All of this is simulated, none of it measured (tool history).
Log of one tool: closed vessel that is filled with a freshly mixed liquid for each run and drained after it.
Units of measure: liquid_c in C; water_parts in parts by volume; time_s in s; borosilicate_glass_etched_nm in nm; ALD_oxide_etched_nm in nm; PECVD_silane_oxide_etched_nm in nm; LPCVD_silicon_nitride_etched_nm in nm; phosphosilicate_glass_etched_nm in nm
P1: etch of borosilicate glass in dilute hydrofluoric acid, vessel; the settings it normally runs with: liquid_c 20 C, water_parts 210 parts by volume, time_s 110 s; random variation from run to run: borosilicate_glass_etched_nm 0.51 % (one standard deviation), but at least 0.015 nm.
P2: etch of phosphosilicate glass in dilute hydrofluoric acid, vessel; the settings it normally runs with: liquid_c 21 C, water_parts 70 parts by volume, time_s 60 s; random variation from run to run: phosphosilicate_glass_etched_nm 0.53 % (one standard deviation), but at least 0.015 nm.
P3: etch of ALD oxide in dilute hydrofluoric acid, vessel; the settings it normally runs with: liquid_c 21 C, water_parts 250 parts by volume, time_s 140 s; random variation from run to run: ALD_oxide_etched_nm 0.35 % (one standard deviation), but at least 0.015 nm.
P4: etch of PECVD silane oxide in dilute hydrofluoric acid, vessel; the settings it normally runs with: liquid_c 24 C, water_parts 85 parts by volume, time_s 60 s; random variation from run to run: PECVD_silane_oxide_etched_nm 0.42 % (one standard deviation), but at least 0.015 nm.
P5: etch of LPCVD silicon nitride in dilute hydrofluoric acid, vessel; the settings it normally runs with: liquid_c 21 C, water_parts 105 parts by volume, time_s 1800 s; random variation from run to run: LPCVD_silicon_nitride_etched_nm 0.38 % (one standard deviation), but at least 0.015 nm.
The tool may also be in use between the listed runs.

run	day	process	liquid_c	water_parts	time_s	hours since the thermometer was replaced	hours since the hydrofluoric acid flow meter was replaced	borosilicate_glass_etched_nm	ALD_oxide_etched_nm	PECVD_silane_oxide_etched_nm	LPCVD_silicon_nitride_etched_nm	phosphosilicate_glass_etched_nm
1	0.588	P1	20	210	110	611.5	1202.8	17.384				
2	0.892	P1	20	210	110	618.8	1210.1	17.344				
3	1.538	P3	17	250	140	634.3	1225.6		5.0984			
4	1.888	P4	24	85	30	642.7	1234			17.573		
5	2.467	P5	17	105	1800	656.6	1247.9				5.4409	
6	2.817	P1	17	210	110	665	1256.3	15.376				
7	3.179	P5	21	105	1800	673.7	1265				7.128	
8	3.562	P4	24	85	60	682.9	1274.2			35.25		
9	4.021	P5	21	105	460	693.9	1285.2				1.8106	
10	4.654	P1	20	210	110	709.1	1300.4	17.42				
11	5.096	P3	21	250	260	719.7	1311		11.011			
12	5.562	P2	21	70	90	730.9	1322.2					113.76
# day 5.654: thermometer replaced
13	6.125	P1	20	80	30	11.3	1335.7	14.229				
14	6.767	P3	21	405	140	26.7	1351.1		3.1736			
15	7.204	P4	24	120	60	37.2	1361.6			23.91		
16	7.538	P4	20	85	60	45.2	1369.6			30.171		
17	7.867	P1	20	210	110	53.1	1377.5	17.271				
18	8.438	P3	21	250	140	66.8	1391.2		5.9215			
19	8.783	P1	20	355	55	75.1	1399.5	4.5078				
20	9.458	P1	20	210	160	91.3	1415.7	25.034				
21	10.025	P4	24	85	60	104.9	1429.3			35.241		
22	10.546	P2	21	70	60	117.4	1441.8					76.086
23	10.892	P1	20	285	110	125.7	1450.1	11.755				
24	11.433	P1	20	210	60	138.7	1463.1	9.4609				
25	12.05	P1	20	125	110	153.5	1477.9	31.762				
26	12.638	P1	20	210	110	167.6	1492	17.319				
27	13.142	P2	21	70	60	179.7	1504.1					76.382
28	13.758	P1	25	210	110	194.5	1518.9	20.954				
29	14.183	P5	21	25	1800	204.7	1529.1				28.933	
30	14.554	P2	21	40	60	213.6	1538					138.21
31	15.204	P2	17	70	60	229.2	1553.6					64.142
32	15.696	P1	20	210	110	241	1565.4	17.265				
33	16.225	P1	20	210	110	253.7	1578.1	17.746				
34	16.583	P1	20	210	110	262.3	1586.7	17.771				
35	17.138	P1	20	210	110	275.6	1600	18.088				
36	17.817	P1	20	210	110	291.9	1616.3	18.166				
37	18.421	P1	20	210	110	306.4	1630.8	18.119				
38	18.821	P1	20	210	110	316	1640.4	18.173				
39	19.158	P1	20	210	110	324.1	1648.5	18.246				
40	19.846	P1	20	210	110	340.6	1665	18.272				
41	20.475	P1	20	210	110	355.7	1680.1	18.366				
42	20.938	P1	20	210	110	366.8	1691.2	18.379				

What P1 gives has crept away from where it was. These 2 causes fit the log equally well, each at the size given:
A: liquid hotter than its thermometer reads (K) = 1.41
B: hydrofluoric acid flow above the setpoint (%) = 4.57
At approximately day 15.696, the process output began to creep.

4 check runs are offered, one wafer each, their results left as question marks. Which one tells the causes apart?
check 1	21.4	P3	21	250	140				?			
check 2	21.4	P2	21	70	60							?
check 3	21.4	P4	24	85	60					?		
check 4	21.4	P5	21	105	1800						?	

What every check run would give for each of its results, assuming each possible cause in turn:
check	result	if A	if B
check 1	ALD_oxide_etched_nm	6.2338	6.2546
check 2	phosphosilicate_glass_etched_nm	80.633	79.842
check 3	PECVD_silane_oxide_etched_nm	37.362	37.107
check 4	LPCVD_silicon_nitride_etched_nm	7.8174	7.4307
Gap, in per cent, between the two causes that each check separates least, read from the result that separates them most: check 1 0.33 %; check 2 0.99 %; check 3 0.68 %; check 4 5.07 %
Check 4 distinguishes between the causes, while the remaining checks would return nearly the same result for all of them.

Running check 4 produced the following: LPCVD_silicon_nitride_etched_nm 7.755 nm. Which one of the listed causes fits?

It was cause A: liquid hotter than its thermometer reads (K).
